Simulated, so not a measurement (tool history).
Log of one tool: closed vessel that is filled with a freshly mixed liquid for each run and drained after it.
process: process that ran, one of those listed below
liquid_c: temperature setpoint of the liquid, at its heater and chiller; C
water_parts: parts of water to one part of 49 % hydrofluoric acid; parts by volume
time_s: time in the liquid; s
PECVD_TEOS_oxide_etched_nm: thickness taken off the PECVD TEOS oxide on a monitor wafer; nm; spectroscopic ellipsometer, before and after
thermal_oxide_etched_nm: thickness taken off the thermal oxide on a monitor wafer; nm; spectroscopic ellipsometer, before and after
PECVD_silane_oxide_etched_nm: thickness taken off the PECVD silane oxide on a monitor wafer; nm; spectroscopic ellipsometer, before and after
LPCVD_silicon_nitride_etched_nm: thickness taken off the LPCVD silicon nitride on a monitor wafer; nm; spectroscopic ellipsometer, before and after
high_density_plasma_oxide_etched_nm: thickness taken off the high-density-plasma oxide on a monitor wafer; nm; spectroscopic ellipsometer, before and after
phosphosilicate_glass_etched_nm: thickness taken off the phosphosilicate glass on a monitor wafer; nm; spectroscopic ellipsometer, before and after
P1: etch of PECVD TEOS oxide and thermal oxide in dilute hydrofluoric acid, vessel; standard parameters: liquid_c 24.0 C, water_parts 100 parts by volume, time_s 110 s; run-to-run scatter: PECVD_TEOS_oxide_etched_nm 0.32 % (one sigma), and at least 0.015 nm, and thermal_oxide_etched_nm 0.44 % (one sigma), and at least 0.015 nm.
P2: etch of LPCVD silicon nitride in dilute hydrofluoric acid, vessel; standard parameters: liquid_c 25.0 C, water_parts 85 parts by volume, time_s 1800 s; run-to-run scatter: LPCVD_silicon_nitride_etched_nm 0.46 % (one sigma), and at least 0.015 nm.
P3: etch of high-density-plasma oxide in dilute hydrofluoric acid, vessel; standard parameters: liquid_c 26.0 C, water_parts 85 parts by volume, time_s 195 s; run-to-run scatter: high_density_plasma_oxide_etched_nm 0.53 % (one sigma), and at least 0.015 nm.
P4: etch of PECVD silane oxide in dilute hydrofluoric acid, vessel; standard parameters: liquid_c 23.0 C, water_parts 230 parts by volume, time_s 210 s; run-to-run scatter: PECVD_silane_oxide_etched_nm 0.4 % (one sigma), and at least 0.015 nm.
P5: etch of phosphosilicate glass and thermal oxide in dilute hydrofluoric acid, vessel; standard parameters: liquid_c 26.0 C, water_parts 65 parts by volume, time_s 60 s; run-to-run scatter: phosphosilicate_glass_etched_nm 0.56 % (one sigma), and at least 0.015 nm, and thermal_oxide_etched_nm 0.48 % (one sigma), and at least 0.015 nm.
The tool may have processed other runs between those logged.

run	hour	process	liquid_c	water_parts	time_s	PECVD_TEOS_oxide_etched_nm	thermal_oxide_etched_nm	PECVD_silane_oxide_etched_nm	LPCVD_silicon_nitride_etched_nm	high_density_plasma_oxide_etched_nm	phosphosilicate_glass_etched_nm
1	12.2	P1	24.0	100	110	26.3000	5.4464				
2	25.5	P1	30.0	100	200	59.8300	12.4630				
3	36.6	P4	17.0	230	210			13.7660			
4	52.3	P1	24.0	100	110	26.1950	5.4765				
5	64.3	P2	30.5	85	1800				16.335		
6	79.1	P3	26.0	85	375					28.379	
7	87.3	P1	24.0	100	30	7.1516	1.4802				
8	99.1	P2	25.0	30	1800				31.838		
9	110.9	P4	23.0	100	210			45.9280			
10	123.7	P1	24.0	100	110	26.2320	5.4234				
11	140.5	P1	24.0	100	110	26.3020	5.4322				
12	156.0	P5	34.0	65	60		6.4754				164.890
13	171.6	P3	26.0	85	195					14.582	
14	184.8	P1	31.5	100	110	35.0750	7.2034				
15	198.4	P1	24.0	60	110	46.0550	9.6351				
16	209.4	P1	24.0	100	110	26.2990	5.4389				
17	226.0	P1	17.5	100	110	20.0480	4.1670				
18	235.2	P5	26.0	115	60		2.5532				64.469
19	249.9	P1	24.0	100	205	48.7830	10.1300				
20	261.0	P3	33.5	85	195					19.349	
21	271.7	P1	24.0	145	110	17.1480	3.5800				
22	280.7	P4	23.0	230	40			3.2741			
23	292.2	P4	23.0	230	210			17.4110			
24	300.0	P2	25.0	85	1800				11.437		
25	314.7	P5	26.0	65	60		4.7620				122.390
26	324.4	P1	24.0	100	110	26.2280	5.4183				
27	332.1	P1	30.0	30	110	122.9300	25.3750				
28	341.6	P2	25.0	85	1800				11.435		
29	351.0	P5	26.0	65	30		2.3628				60.453
30	364.6	P2	25.0	85	2730				17.302		
31	375.1	P4	23.0	230	210			17.2480			
32	389.5	P3	26.0	115	195					10.362	
33	399.3	P1	24.0	100	110	26.3560	5.3710				
34	411.0	P1	24.0	100	110	26.9830	5.5993				
35	426.7	P1	24.0	100	110	27.6230	5.7067				
36	436.5	P1	24.0	100	110	27.8600	5.7565				
37	444.9	P1	24.0	100	110	27.9560	5.7310				
38	459.7	P1	24.0	100	110	28.1150	5.8599				

The next listed run, before its measurement:
39	471.5	P1	24.0	100	110	?	?				

Run 39 gave PECVD_TEOS_oxide_etched_nm 28.3060 nm, thermal_oxide_etched_nm 5.8695 nm.

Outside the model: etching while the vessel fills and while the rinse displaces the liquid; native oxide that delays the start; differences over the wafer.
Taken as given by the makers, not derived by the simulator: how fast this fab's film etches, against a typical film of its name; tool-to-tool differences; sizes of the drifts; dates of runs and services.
